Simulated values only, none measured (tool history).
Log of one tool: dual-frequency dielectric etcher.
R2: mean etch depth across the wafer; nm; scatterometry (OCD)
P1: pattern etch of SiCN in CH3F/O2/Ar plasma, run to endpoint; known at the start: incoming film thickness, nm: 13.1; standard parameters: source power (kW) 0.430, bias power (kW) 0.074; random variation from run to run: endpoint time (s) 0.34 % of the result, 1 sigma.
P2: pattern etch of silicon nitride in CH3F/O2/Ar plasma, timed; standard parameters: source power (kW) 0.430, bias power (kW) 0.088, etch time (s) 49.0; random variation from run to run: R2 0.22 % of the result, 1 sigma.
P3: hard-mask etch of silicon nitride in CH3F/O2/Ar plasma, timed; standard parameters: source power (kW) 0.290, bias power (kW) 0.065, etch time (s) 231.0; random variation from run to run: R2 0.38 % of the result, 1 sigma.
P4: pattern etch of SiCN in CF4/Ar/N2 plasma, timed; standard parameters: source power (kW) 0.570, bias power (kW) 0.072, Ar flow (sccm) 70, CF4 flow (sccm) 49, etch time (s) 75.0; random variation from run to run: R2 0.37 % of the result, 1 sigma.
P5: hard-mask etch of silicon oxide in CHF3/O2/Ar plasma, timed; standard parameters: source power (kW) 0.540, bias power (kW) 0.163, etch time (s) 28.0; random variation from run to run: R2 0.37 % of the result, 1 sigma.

Run 1, hour 10.6: process that ran P1, source power (kW) 0.430, bias power (kW) 0.074. Result: endpoint time (s) 33.378.
Run 2, hour 21.2: process that ran P4, source power (kW) 0.570, bias power (kW) 0.072, Ar flow (sccm) 70, CF4 flow (sccm) 49, etch time (s) 75.0. Result: R2 77.054 nm.
Run 3, hour 30.3: process that ran P1, source power (kW) 0.430, bias power (kW) 0.074. Result: endpoint time (s) 33.119.
Run 4, hour 38.0: process that ran P1, source power (kW) 0.510, bias power (kW) 0.074. Result: endpoint time (s) 31.218.
Run 5, hour 44.2: process that ran P1, source power (kW) 0.430, bias power (kW) 0.095. Result: endpoint time (s) 30.442.
Run 6, hour 55.7: process that ran P2, source power (kW) 0.430, bias power (kW) 0.088, etch time (s) 35.5. Result: R2 27.917 nm.
Run 7, hour 64.8: process that ran P3, source power (kW) 0.290, bias power (kW) 0.065, etch time (s) 231.0. Result: R2 137.070 nm.
Run 8, hour 72.1: process that ran P3, source power (kW) 0.290, bias power (kW) 0.091, etch time (s) 231.0. Result: R2 154.270 nm.
Run 9, hour 82.5: process that ran P4, source power (kW) 0.570, bias power (kW) 0.072, Ar flow (sccm) 70, CF4 flow (sccm) 49, etch time (s) 75.0. Result: R2 76.618 nm.
Run 10, hour 88.9: process that ran P5, source power (kW) 0.750, bias power (kW) 0.163, etch time (s) 28.0. Result: R2 56.567 nm.
Run 11, hour 97.7: process that ran P5, source power (kW) 0.540, bias power (kW) 0.163, etch time (s) 34.0. Result: R2 61.054 nm.
Run 12, hour 108.6: process that ran P1, source power (kW) 0.500, bias power (kW) 0.093. Result: endpoint time (s) 29.135.
Run 13, hour 118.7: process that ran P3, source power (kW) 0.290, bias power (kW) 0.065, etch time (s) 171.5. Result: R2 101.740 nm.
Run 14, hour 128.1: process that ran P4, source power (kW) 0.570, bias power (kW) 0.072, Ar flow (sccm) 50, CF4 flow (sccm) 49, etch time (s) 75.0. Result: R2 80.913 nm.
Run 15, hour 136.7: process that ran P1, source power (kW) 0.430, bias power (kW) 0.074. Result: endpoint time (s) 33.207.
Run 16, hour 144.3: process that ran P2, source power (kW) 0.430, bias power (kW) 0.120, etch time (s) 49.0. Result: R2 43.296 nm.
Run 17, hour 152.6: process that ran P3, source power (kW) 0.290, bias power (kW) 0.065, etch time (s) 231.0. Result: R2 137.330 nm.
Run 18, hour 160.4: process that ran P4, source power (kW) 0.570, bias power (kW) 0.072, Ar flow (sccm) 70, CF4 flow (sccm) 49, etch time (s) 94.5. Result: R2 96.725 nm.
Run 19, hour 168.5: process that ran P4, source power (kW) 0.570, bias power (kW) 0.054, Ar flow (sccm) 70, CF4 flow (sccm) 49, etch time (s) 75.0. Result: R2 69.632 nm.
Run 20, hour 176.4: process that ran P2, source power (kW) 0.430, bias power (kW) 0.088, etch time (s) 49.0. Result: R2 38.501 nm.
Run 21, hour 186.6: process that ran P2, source power (kW) 0.330, bias power (kW) 0.088, etch time (s) 49.0. Result: R2 34.997 nm.
Run 22, hour 193.6: process that ran P1, source power (kW) 0.430, bias power (kW) 0.049. Result: endpoint time (s) 38.318.
Run 23, hour 199.7: process that ran P4, source power (kW) 0.710, bias power (kW) 0.072, Ar flow (sccm) 70, CF4 flow (sccm) 49, etch time (s) 75.0. Result: R2 92.863 nm.
Run 24, hour 205.4: process that ran P5, source power (kW) 0.540, bias power (kW) 0.163, etch time (s) 28.0. Result: R2 50.417 nm.
Run 25, hour 211.4: process that ran P5, source power (kW) 0.540, bias power (kW) 0.220, etch time (s) 28.0. Result: R2 55.103 nm.
Run 26, hour 216.6: process that ran P1, source power (kW) 0.430, bias power (kW) 0.074. Result: endpoint time (s) 33.612.
Run 27, hour 225.5: process that ran P1, source power (kW) 0.270, bias power (kW) 0.074. Result: endpoint time (s) 39.788.
Run 28, hour 233.5: process that ran P3, source power (kW) 0.200, bias power (kW) 0.065, etch time (s) 231.0. Result: R2 118.810 nm.
Run 29, hour 240.9: process that ran P1, source power (kW) 0.430, bias power (kW) 0.074. Result: endpoint time (s) 33.302.
Run 30, hour 250.4: process that ran P4, source power (kW) 0.570, bias power (kW) 0.072, Ar flow (sccm) 70, CF4 flow (sccm) 64, etch time (s) 75.0. Result: R2 80.399 nm.
Run 31, hour 259.4: process that ran P1, source power (kW) 0.430, bias power (kW) 0.074. Result: endpoint time (s) 33.648.
Run 32, hour 264.6: process that ran P1, source power (kW) 0.430, bias power (kW) 0.074. Result: endpoint time (s) 33.438.
Run 33, hour 271.6: process that ran P1, source power (kW) 0.430, bias power (kW) 0.074. Result: endpoint time (s) 33.691.
Run 34, hour 281.9: process that ran P1, source power (kW) 0.430, bias power (kW) 0.074. Result: endpoint time (s) 33.739.
Run 35, hour 288.0: process that ran P1, source power (kW) 0.430, bias power (kW) 0.074. Result: endpoint time (s) 33.867.
Run 36, hour 293.7: process that ran P1, source power (kW) 0.430, bias power (kW) 0.074. Result: endpoint time (s) 33.993.
Run 37, hour 300.7: process that ran P1, source power (kW) 0.430, bias power (kW) 0.074. Result: endpoint time (s) 34.052.
Run 38, hour 311.0: process that ran P1, source power (kW) 0.430, bias power (kW) 0.074. Result: endpoint time (s) 33.973.
Run 39, hour 322.4: process that ran P1, source power (kW) 0.430, bias power (kW) 0.074. Result: endpoint time (s) 33.967.
At hour 326.9: wet clean of the chamber.
Run 40, hour 333.9: process that ran P1, source power (kW) 0.430, bias power (kW) 0.074. Result: endpoint time (s) 33.935.
Run 41, hour 343.1: process that ran P1, source power (kW) 0.430, bias power (kW) 0.074. Result: endpoint time (s) 34.049.
Run 42, hour 351.9: process that ran P1, source power (kW) 0.430, bias power (kW) 0.074. Result: endpoint time (s) 34.038.

Compared with where it was, what P1 gives has crept away. Each cause listed below fits the log as well as the rest, at the size given for it:
A: source power that arrives under what is set, % = 4.45
B: bias power that arrives under what is set, % = 4.74
The creep began at about hour 259.4.
All other causes, with the reason each is excluded:
chamber walls in a state that lowers the etch rate, %: was serviced at hour 326.9, once the creep was under way, yet the earlier output never came back

Each of the check runs listed below is run on 2 wafers and reports their average, with the results left as question marks. Pick the one under which the possible causes would lead to clearly different results.
Run check 1, hour 360.7: process that ran P5, source power (kW) 0.540, bias power (kW) 0.163, etch time (s) 28.0. Result: R2 ?.
Run check 2, hour 360.7: process that ran P4, source power (kW) 0.570, bias power (kW) 0.072, Ar flow (sccm) 70, CF4 flow (sccm) 49, etch time (s) 75.0. Result: R2 ?.
Run check 3, hour 360.7: process that ran P3, source power (kW) 0.290, bias power (kW) 0.065, etch time (s) 231.0. Result: R2 ?.
Run check 4, hour 360.7: process that ran P2, source power (kW) 0.430, bias power (kW) 0.088, etch time (s) 49.0. Result: R2 ?.

Check results expected under each cause:
  check  result     if A     if B
check 1      R2   49.176   49.246
check 2      R2   73.853   75.617
check 3      R2  134.890  134.970
check 4      R2   37.880   37.875
Per check, the gap between the least separated pair of causes, taken in the result that splits them most: check 1 0.14 %; check 2 2.36 %; check 3 0.06 %; check 4 0.01 %
Of the check runs offered, only check 2 discriminates between the causes; the rest would read about the same regardless of which cause applies.

Then check 2 was run and gave: R2 73.866 nm. Which cause is it?

It was cause A: source power that arrives under what is set, %.
